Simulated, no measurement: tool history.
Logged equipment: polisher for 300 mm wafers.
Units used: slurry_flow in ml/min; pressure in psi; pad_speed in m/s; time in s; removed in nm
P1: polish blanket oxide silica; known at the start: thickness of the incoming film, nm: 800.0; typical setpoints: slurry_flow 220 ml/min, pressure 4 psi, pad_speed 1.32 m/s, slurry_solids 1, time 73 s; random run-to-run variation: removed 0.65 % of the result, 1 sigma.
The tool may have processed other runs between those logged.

run,hour,slurry_flow,pressure,pad_speed,slurry_solids,time,wafers polished on this pad,hours since the slurry nozzle was cleaned,hours since the head pressure was calibrated,hours since the slurry blender was calibrated,hours since the conditioning disc was replaced,removed
1,8.7,220,4,1.32,1,73,805,144.8,189.2,132.6,43.7,295.28
2,24.3,220,4,1.32,0.65,73,937,160.4,204.8,148.2,59.3,235.17
3,32.7,220,5.2,1.32,1,73,1008,168.8,213.2,156.6,67.7,384.05
4,42.5,220,4,1.32,1,73,1091,178.6,223,166.4,77.5,292.88
5,54.7,220,5.1,1.9,1,73,1194,190.8,235.2,178.6,89.7,502.19
6,64.2,220,4,1.32,1,102,1275,200.3,244.7,188.1,99.2,410.79
7,78.6,220,4,1.32,1,73,1397,214.7,259.1,202.5,113.6,296.5
8,96.6,220,4,1.76,1,73,1549,232.7,277.1,220.5,131.6,370.34
9,113.8,220,5.1,1.98,1,73,1695,249.9,294.3,237.7,148.8,521.73
10,127.8,220,4,1.32,1.3,73,1814,263.9,308.3,251.7,162.8,332.68
11,140.6,130,4,1.32,1,73,1922,276.7,321.1,264.5,175.6,272.38
12,149.3,220,4,1.32,1,73,1996,285.4,329.8,273.2,184.3,292.54
# hour 151.8: conditioning disc replaced and pad reconditioned
13,158.4,220,4,0.6,1,73,2073,294.5,338.9,282.3,6.6,156.78
14,169.5,220,4,1.32,1,34,2167,305.6,350,293.4,17.7,137.74
# hour 169.8: slurry nozzle cleaned
15,185.4,280,4,1.32,1,73,2302,15.6,365.9,309.3,33.6,302.33
16,201.5,130,4.9,1.32,1,73,2438,31.7,382,325.4,49.7,329.9
17,217.5,220,2.4,1.32,1,73,2574,47.7,398,341.4,65.7,177.03
18,226.5,220,4,1.32,1,73,2650,56.7,407,350.4,74.7,294.62
19,235.2,220,4,1.32,1,73,2724,65.4,415.7,359.1,83.4,290.38
20,248.7,220,4,1.32,1,73,2838,78.9,429.2,372.6,96.9,277.43
21,264.1,220,4,1.32,1,73,2969,94.3,444.6,388,112.3,272.84
# hour 275.6: head pressure recalibrated
# hour 281.5: conditioning disc replaced and pad reconditioned
22,282,220,4,1.32,1,73,3120,112.2,6.5,405.9,0.5,271.34
23,295,220,4,1.32,1,73,3230,125.2,19.5,418.9,13.5,267.83
# hour 301.5: slurry nozzle cleaned
24,312,220,4,1.32,1,73,3375,10.6,36.5,435.9,30.5,265.8
25,328.5,220,4,1.32,1,73,3514,27.1,53,452.4,47,265.42
26,342.6,220,4,1.32,1,73,3634,41.2,67.1,466.5,61.1,262.03

What will run 27 give?
27,351,220,4,1.32,1,73,3705,49.6,75.5,474.9,69.5,?

removed: 262.96 nm
